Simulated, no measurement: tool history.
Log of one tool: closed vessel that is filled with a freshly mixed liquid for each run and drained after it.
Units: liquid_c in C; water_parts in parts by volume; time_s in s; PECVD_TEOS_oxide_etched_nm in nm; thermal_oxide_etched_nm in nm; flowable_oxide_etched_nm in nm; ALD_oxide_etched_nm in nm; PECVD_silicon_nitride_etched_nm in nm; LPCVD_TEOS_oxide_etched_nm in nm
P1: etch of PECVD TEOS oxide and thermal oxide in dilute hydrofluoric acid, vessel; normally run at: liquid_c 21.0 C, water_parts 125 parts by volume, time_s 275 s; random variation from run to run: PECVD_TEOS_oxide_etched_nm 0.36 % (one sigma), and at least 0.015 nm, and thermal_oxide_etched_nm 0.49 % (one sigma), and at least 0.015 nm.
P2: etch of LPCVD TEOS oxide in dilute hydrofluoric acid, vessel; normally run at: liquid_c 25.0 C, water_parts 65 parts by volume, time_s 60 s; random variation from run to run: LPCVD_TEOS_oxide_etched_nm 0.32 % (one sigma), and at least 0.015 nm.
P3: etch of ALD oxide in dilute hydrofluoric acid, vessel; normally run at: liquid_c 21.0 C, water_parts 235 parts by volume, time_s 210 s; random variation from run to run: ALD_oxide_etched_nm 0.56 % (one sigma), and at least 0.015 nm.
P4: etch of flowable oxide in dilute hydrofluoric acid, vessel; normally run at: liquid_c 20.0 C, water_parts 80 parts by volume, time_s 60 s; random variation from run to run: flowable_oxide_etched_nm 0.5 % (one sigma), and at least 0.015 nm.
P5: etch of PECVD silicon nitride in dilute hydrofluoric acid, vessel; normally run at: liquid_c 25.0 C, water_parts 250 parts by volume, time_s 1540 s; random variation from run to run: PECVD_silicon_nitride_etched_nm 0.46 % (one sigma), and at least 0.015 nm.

run	hour	process	liquid_c	water_parts	time_s	hours since the thermometer was replaced	hours since the hydrofluoric acid flow meter was replaced	PECVD_TEOS_oxide_etched_nm	thermal_oxide_etched_nm	flowable_oxide_etched_nm	ALD_oxide_etched_nm	PECVD_silicon_nitride_etched_nm	LPCVD_TEOS_oxide_etched_nm
1	9.6	P1	21.0	125	275	1634.2	221.7	28.5350	9.4573				
2	17.4	P1	21.0	50	275	1642.0	229.5	77.8940	25.8170				
3	26.8	P4	20.0	145	60	1651.4	238.9			22.999			
4	40.1	P3	21.0	235	210	1664.7	252.2				6.8798		
5	48.2	P1	21.0	190	275	1672.8	260.3	17.6190	5.7988				
6	56.9	P1	21.0	125	275	1681.5	269.0	28.5660	9.4911				
7	63.9	P5	25.0	250	1540	1688.5	276.0					13.6180	
8	74.1	P3	21.0	235	210	1698.7	286.2				6.8187		
9	84.0	P1	17.0	125	275	1708.6	296.1	24.3230	8.0468				
10	98.0	P5	25.0	250	1540	1722.6	310.1					13.6570	
11	113.6	P1	21.0	125	275	1738.2	325.7	28.6590	9.5528				
12	122.6	P2	25.0	65	30	1747.2	334.7						8.9836
13	130.9	P1	25.5	125	275	1755.5	343.0	34.0850	11.2070				
14	139.4	P1	27.0	190	275	1764.0	351.5	22.0040	7.1965				
15	154.1	P1	21.0	125	275	1778.7	366.2	28.4400	9.5314				
16	163.9	P1	21.0	125	275	1788.5	376.0	28.7340	9.4711				
17	174.3	P3	21.0	235	365	1798.9	386.4				11.9430		
18	185.8	P2	18.0	65	60	1810.4	397.9						13.4080
19	197.6	P4	20.0	80	60	1822.2	409.7			44.916			
20	210.1	P4	17.0	80	60	1834.7	422.2			39.726			
21	219.0	P1	21.0	125	30	1843.6	431.1	3.0901	1.0211				
22	227.5	P1	21.0	125	275	1852.1	439.6	28.5500	9.3517				
23	243.1	P1	17.0	125	455	1867.7	455.2	40.4600	13.3540				
24	256.6	P5	25.0	250	2780	1881.2	468.7					24.3680	
25	272.2	P3	21.0	75	210	1896.8	484.3				25.3780		
26	279.2	P3	17.0	235	210	1903.8	491.3				5.9105		
27	289.0	P4	20.0	80	115	1913.6	501.1			86.333			
28	300.2	P5	19.0	250	1540	1924.8	512.3					9.3161	
29	310.1	P1	21.0	125	275	1934.7	522.2	28.7230	9.3822				
30	325.6	P5	25.0	160	1540	1950.2	537.7					21.2750	
31	339.6	P2	25.0	65	60	1964.2	551.7						17.9420
32	352.5	P1	21.0	125	420	1977.1	564.6	43.7180	14.4460				
33	361.7	P2	25.0	95	60	1986.3	573.8						11.7420
34	372.3	P1	21.0	125	275	1996.9	584.4	28.8210	9.4235				
35	386.8	P1	21.0	125	275	2011.4	598.9	29.6490	9.7945				
36	394.2	P1	21.0	125	275	2018.8	606.3	29.8150	9.9166				

Forecast run 37:
37	404.8	P1	21.0	125	275	2029.4	616.9	?	?				

PECVD_TEOS_oxide_etched_nm: 30.4600 nm
thermal_oxide_etched_nm: 9.9474 nm
